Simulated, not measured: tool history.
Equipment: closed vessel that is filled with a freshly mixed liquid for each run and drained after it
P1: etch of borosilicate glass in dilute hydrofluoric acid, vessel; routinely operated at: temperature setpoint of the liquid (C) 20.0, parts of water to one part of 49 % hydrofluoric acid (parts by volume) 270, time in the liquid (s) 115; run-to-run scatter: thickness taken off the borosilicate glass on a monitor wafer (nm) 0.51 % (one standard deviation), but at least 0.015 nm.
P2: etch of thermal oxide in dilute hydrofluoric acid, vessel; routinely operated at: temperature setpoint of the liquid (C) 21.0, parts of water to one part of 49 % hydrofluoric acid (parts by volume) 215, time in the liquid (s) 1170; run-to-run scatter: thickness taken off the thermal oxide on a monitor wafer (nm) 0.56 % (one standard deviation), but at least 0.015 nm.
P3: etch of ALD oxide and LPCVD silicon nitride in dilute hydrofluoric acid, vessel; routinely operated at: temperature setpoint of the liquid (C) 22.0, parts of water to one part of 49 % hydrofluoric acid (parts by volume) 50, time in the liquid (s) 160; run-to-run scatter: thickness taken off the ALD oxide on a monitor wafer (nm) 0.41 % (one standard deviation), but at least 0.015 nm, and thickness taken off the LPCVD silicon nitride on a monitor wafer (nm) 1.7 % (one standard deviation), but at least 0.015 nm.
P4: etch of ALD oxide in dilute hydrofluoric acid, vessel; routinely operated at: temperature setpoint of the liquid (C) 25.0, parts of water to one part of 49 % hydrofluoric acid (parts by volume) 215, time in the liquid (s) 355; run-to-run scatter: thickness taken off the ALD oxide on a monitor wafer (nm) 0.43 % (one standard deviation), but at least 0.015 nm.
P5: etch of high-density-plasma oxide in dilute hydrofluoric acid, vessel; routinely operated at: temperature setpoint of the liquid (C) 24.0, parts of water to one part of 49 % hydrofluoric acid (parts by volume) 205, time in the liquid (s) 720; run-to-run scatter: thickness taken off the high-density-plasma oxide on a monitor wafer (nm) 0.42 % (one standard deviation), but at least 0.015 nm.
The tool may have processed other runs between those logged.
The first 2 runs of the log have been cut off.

run	day	process that ran	temperature setpoint of the liquid (C)	parts of water to one part of 49 % hydrofluoric acid (parts by volume)	time in the liquid (s)	thickness taken off the borosilicate glass on a monitor wafer (nm)	thickness taken off the thermal oxide on a monitor wafer (nm)	thickness taken off the high-density-plasma oxide on a monitor wafer (nm)	thickness taken off the ALD oxide on a monitor wafer (nm)	thickness taken off the LPCVD silicon nitride on a monitor wafer (nm)
3	0.733	P2	17.0	215	1170		17.807			
4	0.950	P1	20.0	270	115	8.4236				
5	1.121	P1	17.0	270	115	7.5454				
6	1.362	P5	24.0	205	1430			39.266		
7	1.521	P1	20.0	125	115	20.8890				
8	1.733	P3	22.0	50	160				49.742	1.5340
9	1.875	P1	27.5	270	115	11.0490				
10	2.021	P2	21.0	215	1170		20.802			
11	2.233	P1	20.0	370	115	5.6332				
12	2.462	P3	22.0	50	305				95.046	3.0382
13	2.608	P1	20.0	270	30	2.2217				
14	2.883	P1	20.0	270	175	12.9070				
15	3.033	P5	24.0	205	720			19.611		
16	3.275	P3	22.0	75	160				31.974	1.0431
17	3.542	P4	32.5	215	355				27.824	
18	3.825	P5	24.0	330	720			10.835		
19	3.971	P1	20.0	270	115	8.4284				
20	4.254	P1	20.0	270	115	8.4917				
21	4.379	P3	17.0	50	160				40.179	1.0700

Run 22, settings as shown, results not yet in. Your forecast:
22	4.554	P4	25.0	115	355				?	

thickness taken off the ALD oxide on a monitor wafer (nm): 44.809
